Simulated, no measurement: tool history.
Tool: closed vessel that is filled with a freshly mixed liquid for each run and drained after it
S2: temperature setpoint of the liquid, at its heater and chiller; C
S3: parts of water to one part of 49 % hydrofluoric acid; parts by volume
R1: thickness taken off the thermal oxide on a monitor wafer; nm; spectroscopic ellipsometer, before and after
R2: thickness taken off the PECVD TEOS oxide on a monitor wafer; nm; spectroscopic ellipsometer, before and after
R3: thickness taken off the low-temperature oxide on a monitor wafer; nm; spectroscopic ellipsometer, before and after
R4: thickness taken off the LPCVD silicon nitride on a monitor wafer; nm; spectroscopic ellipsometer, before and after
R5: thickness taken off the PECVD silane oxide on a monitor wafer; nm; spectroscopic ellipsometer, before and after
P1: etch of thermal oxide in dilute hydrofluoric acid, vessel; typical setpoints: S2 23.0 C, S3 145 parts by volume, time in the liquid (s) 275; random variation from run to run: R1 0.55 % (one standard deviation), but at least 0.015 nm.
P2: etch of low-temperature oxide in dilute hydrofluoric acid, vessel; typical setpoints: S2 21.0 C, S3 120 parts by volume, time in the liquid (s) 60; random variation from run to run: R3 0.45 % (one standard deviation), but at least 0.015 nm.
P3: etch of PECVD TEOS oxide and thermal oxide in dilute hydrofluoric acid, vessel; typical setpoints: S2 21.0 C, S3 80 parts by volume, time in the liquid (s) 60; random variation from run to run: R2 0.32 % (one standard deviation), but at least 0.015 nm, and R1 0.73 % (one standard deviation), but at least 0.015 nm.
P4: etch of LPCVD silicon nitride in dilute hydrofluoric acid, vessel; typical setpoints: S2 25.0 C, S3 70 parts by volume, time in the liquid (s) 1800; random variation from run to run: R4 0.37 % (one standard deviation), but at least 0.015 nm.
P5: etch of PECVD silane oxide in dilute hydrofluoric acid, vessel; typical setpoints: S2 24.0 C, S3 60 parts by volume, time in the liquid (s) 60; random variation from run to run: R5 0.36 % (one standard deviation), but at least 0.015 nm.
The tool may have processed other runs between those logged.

Run 1, hour 4.9: process that ran P1, S2 23.0 C, S3 145 parts by volume, time in the liquid (s) 275. Result: R1 8.2635 nm.
Run 2, hour 11.9: process that ran P3, S2 25.5 C, S3 80 parts by volume, time in the liquid (s) 60. Result: R1 4.1011 nm, R2 13.3510 nm.
Run 3, hour 18.4: process that ran P1, S2 23.0 C, S3 210 parts by volume, time in the liquid (s) 505. Result: R1 9.7782 nm.
Run 4, hour 22.3: process that ran P1, S2 23.0 C, S3 145 parts by volume, time in the liquid (s) 275. Result: R1 8.2944 nm.
At hour 28.0: hydrofluoric acid flow meter replaced.
Run 5, hour 28.6: process that ran P3, S2 21.0 C, S3 115 parts by volume, time in the liquid (s) 60. Result: R1 2.2448 nm, R2 7.4881 nm.
Run 6, hour 33.1: process that ran P2, S2 21.0 C, S3 120 parts by volume, time in the liquid (s) 60. Result: R3 7.3359 nm.
Run 7, hour 36.8: process that ran P4, S2 25.0 C, S3 70 parts by volume, time in the liquid (s) 1800. Result: R4 13.308 nm.
Run 8, hour 41.6: process that ran P4, S2 25.0 C, S3 70 parts by volume, time in the liquid (s) 2755. Result: R4 20.418 nm.
Run 9, hour 49.2: process that ran P1, S2 23.0 C, S3 145 parts by volume, time in the liquid (s) 275. Result: R1 8.3117 nm.
Run 10, hour 56.6: process that ran P1, S2 23.0 C, S3 55 parts by volume, time in the liquid (s) 275. Result: R1 24.3280 nm.
Run 11, hour 64.1: process that ran P5, S2 24.0 C, S3 60 parts by volume, time in the liquid (s) 60. Result: R5 17.500 nm.
Run 12, hour 68.1: process that ran P4, S2 25.0 C, S3 70 parts by volume, time in the liquid (s) 1800. Result: R4 13.276 nm.
Run 13, hour 75.9: process that ran P1, S2 23.0 C, S3 145 parts by volume, time in the liquid (s) 275. Result: R1 8.3116 nm.
Run 14, hour 80.9: process that ran P3, S2 21.0 C, S3 80 parts by volume, time in the liquid (s) 105. Result: R1 6.0580 nm, R2 19.5100 nm.
Run 15, hour 85.5: process that ran P5, S2 24.0 C, S3 60 parts by volume, time in the liquid (s) 60. Result: R5 17.318 nm.
Run 16, hour 93.3: process that ran P1, S2 23.0 C, S3 145 parts by volume, time in the liquid (s) 525. Result: R1 15.8250 nm.
Run 17, hour 100.6: process that ran P5, S2 17.0 C, S3 60 parts by volume, time in the liquid (s) 60. Result: R5 12.885 nm.
Run 18, hour 108.2: process that ran P1, S2 23.0 C, S3 145 parts by volume, time in the liquid (s) 275. Result: R1 8.3197 nm.
Run 19, hour 112.8: process that ran P4, S2 25.0 C, S3 25 parts by volume, time in the liquid (s) 1800. Result: R4 36.355 nm.
Run 20, hour 116.3: process that ran P1, S2 17.0 C, S3 145 parts by volume, time in the liquid (s) 135. Result: R1 3.2280 nm.
Run 21, hour 121.7: process that ran P3, S2 21.0 C, S3 80 parts by volume, time in the liquid (s) 60. Result: R1 3.4359 nm, R2 11.1340 nm.
Run 22, hour 128.3: process that ran P1, S2 19.5 C, S3 145 parts by volume, time in the liquid (s) 275. Result: R1 7.2682 nm.
Run 23, hour 133.1: process that ran P5, S2 24.0 C, S3 60 parts by volume, time in the liquid (s) 95. Result: R5 27.606 nm.
Run 24, hour 137.6: process that ran P1, S2 27.5 C, S3 145 parts by volume, time in the liquid (s) 275. Result: R1 9.8899 nm.
Run 25, hour 141.3: process that ran P4, S2 21.5 C, S3 70 parts by volume, time in the liquid (s) 1800. Result: R4 10.534 nm.
Run 26, hour 145.1: process that ran P1, S2 23.0 C, S3 240 parts by volume, time in the liquid (s) 275. Result: R1 4.5548 nm.
Run 27, hour 148.6: process that ran P2, S2 21.0 C, S3 120 parts by volume, time in the liquid (s) 30. Result: R3 3.6460 nm.
Run 28, hour 152.1: process that ran P1, S2 29.0 C, S3 145 parts by volume, time in the liquid (s) 130. Result: R1 4.9420 nm.
Run 29, hour 158.1: process that ran P1, S2 23.0 C, S3 145 parts by volume, time in the liquid (s) 275. Result: R1 8.3684 nm.
Run 30, hour 164.8: process that ran P1, S2 23.0 C, S3 145 parts by volume, time in the liquid (s) 75. Result: R1 2.2458 nm.
Run 31, hour 168.8: process that ran P2, S2 21.0 C, S3 175 parts by volume, time in the liquid (s) 60. Result: R3 4.7340 nm.
Run 32, hour 173.0: process that ran P3, S2 21.0 C, S3 80 parts by volume, time in the liquid (s) 60. Result: R1 3.3920 nm, R2 11.1880 nm.
Run 33, hour 177.1: process that ran P5, S2 24.0 C, S3 35 parts by volume, time in the liquid (s) 60. Result: R5 30.775 nm.
Run 34, hour 181.6: process that ran P2, S2 27.0 C, S3 120 parts by volume, time in the liquid (s) 60. Result: R3 9.0741 nm.
Run 35, hour 186.4: process that ran P1, S2 23.0 C, S3 145 parts by volume, time in the liquid (s) 275. Result: R1 8.3169 nm.
Run 36, hour 191.6: process that ran P1, S2 23.0 C, S3 145 parts by volume, time in the liquid (s) 275. Result: R1 8.3035 nm.
Run 37, hour 197.9: process that ran P1, S2 23.0 C, S3 145 parts by volume, time in the liquid (s) 275. Result: R1 8.5904 nm.
Run 38, hour 203.7: process that ran P1, S2 23.0 C, S3 145 parts by volume, time in the liquid (s) 275. Result: R1 8.7567 nm.
Run 39, hour 207.5: process that ran P1, S2 23.0 C, S3 145 parts by volume, time in the liquid (s) 275. Result: R1 8.7248 nm.
Run 40, hour 211.3: process that ran P1, S2 23.0 C, S3 145 parts by volume, time in the liquid (s) 275. Result: R1 8.7296 nm.
Run 41, hour 216.4: process that ran P1, S2 23.0 C, S3 145 parts by volume, time in the liquid (s) 275. Result: R1 8.8697 nm.
Run 42, hour 222.0: process that ran P1, S2 23.0 C, S3 145 parts by volume, time in the liquid (s) 275. Result: R1 8.7615 nm.

Compared with where it was, what P1 gives has crept away. Each cause listed below fits the log as well as the rest, at the size given for it:
A: liquid hotter than its thermometer reads (K) = 1.52
B: hydrofluoric acid flow above the setpoint (%) = 5.16
Creep in the process output first set in at about hour 191.6.

Of the 4 check runs listed below, each run on one wafer and each result written as a question mark, which would let you distinguish the listed causes because they would give clearly different results?
Run check 1, hour 227.6: process that ran P5, S2 24.0 C, S3 60 parts by volume, time in the liquid (s) 60. Result: R5 ?.
Run check 2, hour 227.6: process that ran P2, S2 21.0 C, S3 120 parts by volume, time in the liquid (s) 60. Result: R3 ?.
Run check 3, hour 227.6: process that ran P3, S2 21.0 C, S3 80 parts by volume, time in the liquid (s) 60. Result: R1 ?, R2 ?.
Run check 4, hour 227.6: process that ran P4, S2 25.0 C, S3 70 parts by volume, time in the liquid (s) 1800. Result: R4 ?.

Predicted outcomes, by check and by cause:
  check  result     if A     if B
check 1      R5   18.465   18.326
check 2      R3   7.7083   7.6796
check 3      R1   3.6428   3.6163
check 3      R2  11.8750  11.7890
check 4      R4   14.740   14.012
Smallest distance between any two causes, each pair judged by its most separating result, in per cent: check 1 0.76 %; check 2 0.37 %; check 3 0.73 %; check 4 5.06 %
Check 4 is the one run that separates the causes; every other check would come out nearly the same whichever cause is at work.

Check 4 was carried out, with these results: R4 14.692 nm. Which of the listed causes is responsible?

The correct cause is A, namely: liquid hotter than its thermometer reads (K).
